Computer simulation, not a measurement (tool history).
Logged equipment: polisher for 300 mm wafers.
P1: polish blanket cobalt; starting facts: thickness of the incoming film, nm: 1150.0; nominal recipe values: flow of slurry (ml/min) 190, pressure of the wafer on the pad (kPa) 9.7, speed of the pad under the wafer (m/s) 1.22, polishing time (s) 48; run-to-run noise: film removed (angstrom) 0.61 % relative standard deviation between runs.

| run | hour | flow of slurry (ml/min) | pressure of the wafer on the pad (kPa) | speed of the pad under the wafer (m/s) | polishing time (s) | wafers polished on this pad | hours since the slurry nozzle was cleaned | hours since the head pressure was calibrated | film removed (angstrom) |
|---|---|---|---|---|---|---|---|---|---|
| 1 | 7.1 | 190 | 9.7 | 1.22 | 48 | 411 | 560.3 | 370.9 | 1772.00 |
| 2 | 18.5 | 190 | 9.7 | 1.22 | 48 | 528 | 571.7 | 382.3 | 1773.30 |
| 3 | 34.9 | 190 | 9.7 | 1.22 | 73 | 695 | 588.1 | 398.7 | 2702.90 |
| 4 | 45.5 | 190 | 9.7 | 1.82 | 48 | 804 | 598.7 | 409.3 | 2639.80 |
| 5 | 59.5 | 115 | 9.7 | 1.22 | 63 | 947 | 612.7 | 423.3 | 2167.20 |
| 6 | 67.2 | 190 | 9.7 | 1.22 | 48 | 1025 | 620.4 | 431.0 | 1772.50 |
| 7 | 77.4 | 190 | 9.7 | 1.22 | 48 | 1130 | 630.6 | 441.2 | 1814.60 |
| 8 | 91.1 | 190 | 6.2 | 1.22 | 48 | 1270 | 644.3 | 454.9 | 1160.70 |
| 9 | 102.2 | 115 | 9.7 | 1.22 | 48 | 1383 | 655.4 | 466.0 | 1640.70 |
| 10 | 118.2 | 190 | 15.2 | 1.22 | 48 | 1547 | 671.4 | 482.0 | 2800.90 |
| 11 | 127.8 | 190 | 9.7 | 1.22 | 48 | 1645 | 681.0 | 491.6 | 1794.30 |
| 12 | 135.0 | 190 | 9.7 | 0.58 | 48 | 1718 | 688.2 | 498.8 | 855.76 |
|  | 144.5 | head pressure recalibrated |
| 13 | 150.4 | 280 | 9.7 | 1.22 | 48 | 1876 | 703.6 | 6.0 | 1859.60 |

For run 14, what comes out?
| 14 | 166.7 | 190 | 9.7 | 1.22 | 48 | 2042 | 719.9 | 22.3 | ? |

{"run 14": {"film removed (angstrom)": 1811.2}}
